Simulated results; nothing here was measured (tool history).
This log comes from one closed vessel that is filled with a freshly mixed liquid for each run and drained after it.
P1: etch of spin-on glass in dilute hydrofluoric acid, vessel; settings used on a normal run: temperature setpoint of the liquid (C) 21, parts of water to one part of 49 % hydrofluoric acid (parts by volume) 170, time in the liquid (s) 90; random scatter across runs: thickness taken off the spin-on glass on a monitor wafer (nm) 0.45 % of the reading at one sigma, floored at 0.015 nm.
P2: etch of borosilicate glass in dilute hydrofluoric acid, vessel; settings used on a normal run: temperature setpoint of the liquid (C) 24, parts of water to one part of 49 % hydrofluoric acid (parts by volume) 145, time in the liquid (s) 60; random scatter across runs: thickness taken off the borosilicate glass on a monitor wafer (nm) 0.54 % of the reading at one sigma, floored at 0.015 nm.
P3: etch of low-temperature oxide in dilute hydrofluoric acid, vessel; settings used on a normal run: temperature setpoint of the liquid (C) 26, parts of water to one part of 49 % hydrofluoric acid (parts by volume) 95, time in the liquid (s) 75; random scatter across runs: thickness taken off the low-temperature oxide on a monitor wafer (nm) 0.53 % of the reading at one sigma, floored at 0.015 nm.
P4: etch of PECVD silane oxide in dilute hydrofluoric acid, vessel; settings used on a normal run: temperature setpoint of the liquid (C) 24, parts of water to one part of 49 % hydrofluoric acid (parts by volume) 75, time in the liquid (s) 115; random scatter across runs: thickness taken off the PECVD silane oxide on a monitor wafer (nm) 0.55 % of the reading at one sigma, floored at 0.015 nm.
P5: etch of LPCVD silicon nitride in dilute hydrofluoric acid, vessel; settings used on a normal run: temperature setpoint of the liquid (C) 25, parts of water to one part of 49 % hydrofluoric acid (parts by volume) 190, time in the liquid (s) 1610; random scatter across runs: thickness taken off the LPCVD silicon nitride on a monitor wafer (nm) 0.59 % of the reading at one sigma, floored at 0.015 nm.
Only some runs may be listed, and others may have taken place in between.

run,hour,process that ran,temperature setpoint of the liquid (C),parts of water to one part of 49 % hydrofluoric acid (parts by volume),time in the liquid (s),hours since the thermometer was replaced,hours since the hydrofluoric acid flow meter was replaced,thickness taken off the spin-on glass on a monitor wafer (nm),thickness taken off the low-temperature oxide on a monitor wafer (nm),thickness taken off the PECVD silane oxide on a monitor wafer (nm),thickness taken off the borosilicate glass on a monitor wafer (nm),thickness taken off the LPCVD silicon nitride on a monitor wafer (nm)
1,10.6,P1,21,170,90,390.9,276.2,15.494,,,,
2,20.3,P3,26,95,75,400.6,285.9,,12.143,,,
3,29.4,P1,21,170,90,409.7,295,15.444,,,,
4,38.8,P4,19.5,75,115,419.1,304.4,,,19.86,,
5,48.7,P4,24,135,115,429,314.3,,,12.289,,
6,59.7,P2,17,145,60,440,325.3,,,,8.5655,
7,69.9,P3,26,140,75,450.2,335.5,,7.7681,,,
8,76.9,P5,25,190,1610,457.2,342.5,,,,,4.1427
9,82.9,P1,21,170,90,463.2,348.5,15.543,,,,
10,92.6,P2,24,145,110,472.9,358.2,,,,20.568,
11,99.2,P5,25,190,1610,479.5,364.8,,,,,4.1792
12,108.1,P1,21,85,90,488.4,373.7,34.026,,,,
13,116.2,P5,25,305,1610,496.5,381.8,,,,,2.6265
14,125.9,P1,17,170,90,506.2,391.5,13.177,,,,
15,135.6,P2,24,225,60,515.9,401.2,,,,6.6984,
16,141.2,P3,26,95,30,521.5,406.8,,4.8549,,,
17,148.4,P5,25,190,2695,528.7,414,,,,,6.9696
18,159.6,P1,21,170,155,539.9,425.2,26.682,,,,
19,169.7,P3,21.5,95,75,550,435.3,,10.163,,,
20,177.1,P1,21,170,90,557.4,442.7,15.571,,,,
21,185.3,P4,24,75,205,565.6,450.9,,,42.209,,
22,190.6,P1,21,290,90,570.9,456.2,8.1204,,,,
23,201.1,P1,21,170,30,581.4,466.7,5.1412,,,,
24,207.1,P2,24,145,60,587.4,472.7,,,,11.27,
25,215,P1,17,170,30,595.3,480.6,4.4005,,,,
26,224.7,P3,26,95,75,605,490.3,,12.176,,,
27,234.4,P4,24,75,115,614.7,500,,,23.721,,
28,241.1,P4,24,75,115,621.4,506.7,,,23.896,,
29,251.7,P1,25,170,90,632,517.3,18.016,,,,
30,256.9,P5,29,190,1610,637.2,522.5,,,,,5.3455
31,264.6,P2,24,145,60,644.9,530.2,,,,11.459,
32,273.2,P1,21,170,90,653.5,538.8,15.598,,,,
33,282.4,P1,21,170,90,662.7,548,15.453,,,,
34,290.7,P1,21,170,90,671,556.3,16.064,,,,
35,297.1,P1,21,170,90,677.4,562.7,16.398,,,,
36,304.2,P1,21,170,90,684.5,569.8,16.544,,,,
37,312.6,P1,21,170,90,692.9,578.2,16.751,,,,
38,321.5,P1,21,170,90,701.8,587.1,16.883,,,,
39,329,P1,21,170,90,709.3,594.6,16.774,,,,
40,340.2,P1,21,170,90,720.5,605.8,17.036,,,,
41,349.6,P1,21,170,90,729.9,615.2,17.034,,,,

What P1 gives has crept away from where it was. These 2 causes fit the log equally well, each at the size given:
A: liquid hotter than its thermometer reads (K) = 2.3
B: hydrofluoric acid flow above the setpoint (%) = 7.82
The creep began at about hour 282.4.

4 check runs are offered, one wafer each, their results left as question marks. Which one tells the causes apart?
check 1,359,P4,24,75,115,,,,,?,,
check 2,359,P3,26,95,75,,,,?,,,
check 3,359,P2,24,145,60,,,,,,?,
check 4,359,P5,25,190,1610,,,,,,,?

Predicted outcomes, by check and by cause:
check,result,if A,if B
check 1,thickness taken off the PECVD silane oxide on a monitor wafer (nm),26.181,25.93
check 2,thickness taken off the low-temperature oxide on a monitor wafer (nm),13.308,13.247
check 3,thickness taken off the borosilicate glass on a monitor wafer (nm),12.356,12.359
check 4,thickness taken off the LPCVD silicon nitride on a monitor wafer (nm),4.799,4.4822
Per check, the gap between the least separated pair of causes, taken in the result that splits them most: check 1 0.96 %; check 2 0.46 %; check 3 0.03 %; check 4 6.83 %
The other checks would show nearly matching results whichever cause is true, so check 4 is the only one that separates the causes.

Then check 4 was run and gave: thickness taken off the LPCVD silicon nitride on a monitor wafer (nm) 4.8094. Which cause is it?

It is A: liquid hotter than its thermometer reads (K).
